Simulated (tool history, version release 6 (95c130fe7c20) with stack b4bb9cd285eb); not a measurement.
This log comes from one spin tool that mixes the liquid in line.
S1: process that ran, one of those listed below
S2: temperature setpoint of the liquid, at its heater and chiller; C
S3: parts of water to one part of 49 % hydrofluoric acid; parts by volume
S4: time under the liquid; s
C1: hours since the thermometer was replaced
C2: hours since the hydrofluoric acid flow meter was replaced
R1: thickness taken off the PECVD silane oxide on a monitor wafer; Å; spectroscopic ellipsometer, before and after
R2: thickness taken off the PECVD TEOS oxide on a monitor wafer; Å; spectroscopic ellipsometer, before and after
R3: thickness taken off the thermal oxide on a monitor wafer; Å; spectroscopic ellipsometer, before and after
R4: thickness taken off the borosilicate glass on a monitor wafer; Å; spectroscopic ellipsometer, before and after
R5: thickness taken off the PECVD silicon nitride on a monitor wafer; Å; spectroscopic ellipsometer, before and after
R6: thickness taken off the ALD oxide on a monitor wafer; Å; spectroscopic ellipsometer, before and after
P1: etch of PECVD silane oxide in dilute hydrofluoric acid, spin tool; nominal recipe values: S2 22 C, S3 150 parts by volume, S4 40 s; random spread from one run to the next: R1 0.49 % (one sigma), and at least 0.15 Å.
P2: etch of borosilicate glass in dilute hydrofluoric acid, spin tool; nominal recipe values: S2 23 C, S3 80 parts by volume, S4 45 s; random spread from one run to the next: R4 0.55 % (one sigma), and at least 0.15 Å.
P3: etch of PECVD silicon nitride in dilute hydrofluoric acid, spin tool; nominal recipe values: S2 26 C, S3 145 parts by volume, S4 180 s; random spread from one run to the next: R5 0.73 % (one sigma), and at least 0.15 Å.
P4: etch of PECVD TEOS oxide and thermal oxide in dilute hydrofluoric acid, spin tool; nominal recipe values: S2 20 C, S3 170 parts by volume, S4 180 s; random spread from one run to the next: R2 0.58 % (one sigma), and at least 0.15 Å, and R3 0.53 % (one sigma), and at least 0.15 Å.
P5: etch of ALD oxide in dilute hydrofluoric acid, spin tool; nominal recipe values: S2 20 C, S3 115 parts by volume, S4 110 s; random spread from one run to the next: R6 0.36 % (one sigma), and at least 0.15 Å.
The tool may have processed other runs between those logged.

| run | day | S1 | S2 | S3 | S4 | C1 | C2 | R1 | R2 | R3 | R4 | R5 | R6 |
|---|---|---|---|---|---|---|---|---|---|---|---|---|---|
| 1 | 0.121 | P1 | 22 | 150 | 40 | 298.7 | 738.6 | 89.756 |  |  |  |  |  |
| 2 | 0.229 | P4 | 20 | 170 | 180 | 301.3 | 741.2 |  | 72.802 | 43.736 |  |  |  |
| 3 | 0.321 | P2 | 23 | 80 | 45 | 303.5 | 743.4 |  |  |  | 164.92 |  |  |
| 4 | 0.479 | P1 | 22 | 150 | 20 | 307.3 | 747.2 | 44.523 |  |  |  |  |  |
| 5 | 0.675 | P1 | 22 | 150 | 40 | 312 | 751.9 | 89.272 |  |  |  |  |  |
| 6 | 0.808 | P3 | 26 | 145 | 20 | 315.2 | 755.1 |  |  |  |  | 3.9195 |  |
| 7 | 0.9 | P3 | 26 | 145 | 180 | 317.4 | 757.3 |  |  |  |  | 33.98 |  |
| 8 | 1.079 | P1 | 22 | 235 | 40 | 321.7 | 761.6 | 51.91 |  |  |  |  |  |
| 9 | 1.271 | P1 | 22 | 150 | 60 | 326.3 | 766.2 | 134.26 |  |  |  |  |  |
| 10 | 1.392 | P4 | 20 | 90 | 180 | 329.2 | 769.1 |  | 150.5 | 89.684 |  |  |  |
| 11 | 1.55 | P1 | 27.5 | 150 | 40 | 333 | 772.9 | 110.24 |  |  |  |  |  |
| 12 | 1.712 | P5 | 20 | 165 | 110 | 336.9 | 776.8 |  |  |  |  |  | 116.74 |
| 13 | 1.829 | P2 | 23 | 80 | 85 | 339.7 | 779.6 |  |  |  | 311.17 |  |  |
| 14 | 1.946 | P5 | 20 | 115 | 110 | 342.5 | 782.4 |  |  |  |  |  | 178.11 |
| 15 | 2.088 | P1 | 22 | 150 | 40 | 345.9 | 785.8 | 90.006 |  |  |  |  |  |
| 16 | 2.212 | P3 | 33.5 | 145 | 180 | 348.9 | 788.8 |  |  |  |  | 53.393 |  |
| 17 | 2.321 | P2 | 30.5 | 80 | 45 | 351.5 | 791.4 |  |  |  | 221.6 |  |  |
| 18 | 2.462 | P5 | 20 | 115 | 15 | 354.9 | 794.8 |  |  |  |  |  | 24.322 |
| 19 | 2.612 | P1 | 22 | 150 | 40 | 358.5 | 798.4 | 88.937 |  |  |  |  |  |
| 20 | 2.804 | P1 | 22 | 150 | 40 | 363.1 | 803 | 88.831 |  |  |  |  |  |
| 21 | 2.988 | P4 | 20 | 170 | 15 | 367.5 | 807.4 |  | 6.2046 | 3.6548 |  |  |  |
| 22 | 3.129 | P4 | 17 | 170 | 180 | 370.9 | 810.8 |  | 65.105 | 38.743 |  |  |  |
| 23 | 3.267 | P5 | 17 | 115 | 110 | 374.2 | 814.1 |  |  |  |  |  | 158.13 |
| 24 | 3.433 | P1 | 17 | 40 | 40 | 378.2 | 818.1 | 306.26 |  |  |  |  |  |
| 25 | 3.596 | P4 | 20 | 170 | 180 | 382.1 | 822 |  | 73.813 | 43.619 |  |  |  |
| 26 | 3.7 | P1 | 22 | 150 | 40 | 384.6 | 824.5 | 89.81 |  |  |  |  |  |
| 27 | 3.879 | P3 | 26 | 260 | 180 | 388.9 | 828.8 |  |  |  |  | 19.026 |  |
| 28 | 4.046 | P1 | 17.5 | 150 | 40 | 392.9 | 832.8 | 74.258 |  |  |  |  |  |
| 29 | 4.171 | P2 | 23 | 130 | 45 | 395.9 | 835.8 |  |  |  | 96.108 |  |  |
| 30 | 4.358 | P1 | 22 | 65 | 40 | 400.4 | 840.3 | 226.86 |  |  |  |  |  |
| 31 | 4.446 | P1 | 22 | 150 | 40 | 402.5 | 842.4 | 88.371 |  |  |  |  |  |
| 32 | 4.583 | P1 | 22 | 150 | 40 | 405.8 | 845.7 | 91.998 |  |  |  |  |  |
| 33 | 4.725 | P1 | 22 | 150 | 40 | 409.2 | 849.1 | 93.84 |  |  |  |  |  |
| 34 | 4.917 | P1 | 22 | 150 | 40 | 413.8 | 853.7 | 94.821 |  |  |  |  |  |
| 35 | 5.029 | P1 | 22 | 150 | 40 | 416.5 | 856.4 | 96.419 |  |  |  |  |  |
| 36 | 5.217 | P1 | 22 | 150 | 40 | 421 | 860.9 | 95.021 |  |  |  |  |  |
| 37 | 5.4 | P1 | 22 | 150 | 40 | 425.4 | 865.3 | 95.555 |  |  |  |  |  |
| 38 | 5.596 | P1 | 22 | 150 | 40 | 430.1 | 870 | 96.469 |  |  |  |  |  |

P1 has crept away from where it was. The log is fitted equally well by each of these 2 causes, at the sizes shown:
A: liquid hotter than its thermometer reads (K) = 2.07
B: hydrofluoric acid flow above the setpoint (%) = 7.12
The onset of the drift is placed at about day 4.446.

You are offered 4 check runs, listed below with question marks in place of their results; each one averages 2 wafers. Which run separates the listed causes by giving clearly different results for each?
| check 1 | 5.792 | P3 | 33.5 | 205 | 180 |  |  |  |  |  |  | ? |  |
| check 2 | 5.792 | P2 | 23 | 120 | 45 |  |  |  |  |  | ? |  |  |
| check 3 | 5.792 | P5 | 17 | 115 | 15 |  |  |  |  |  |  |  | ? |
| check 4 | 5.792 | P4 | 17 | 170 | 180 |  |  |  | ? | ? |  |  |  |

Expected result of each check under each candidate cause:
| check | result | if A | if B |
|---|---|---|---|
| check 1 | R5 | 42.217 | 40.282 |
| check 2 | R4 | 113.65 | 113.35 |
| check 3 | R6 | 23.394 | 23.18 |
| check 4 | R2 | 70.811 | 70.564 |
| check 4 | R3 | 41.92 | 41.774 |
Gap, in per cent, between the two causes that each check separates least, read from the result that separates them most: check 1 4.69 %; check 2 0.26 %; check 3 0.92 %; check 4 0.35 %
Check 1 distinguishes between the causes, while the remaining checks would return nearly the same result for all of them.

Check 1 has now been run. It gave: R5 40.094 Å. Which of the candidate causes is it?

Of the candidate causes, it is B: hydrofluoric acid flow above the setpoint (%).
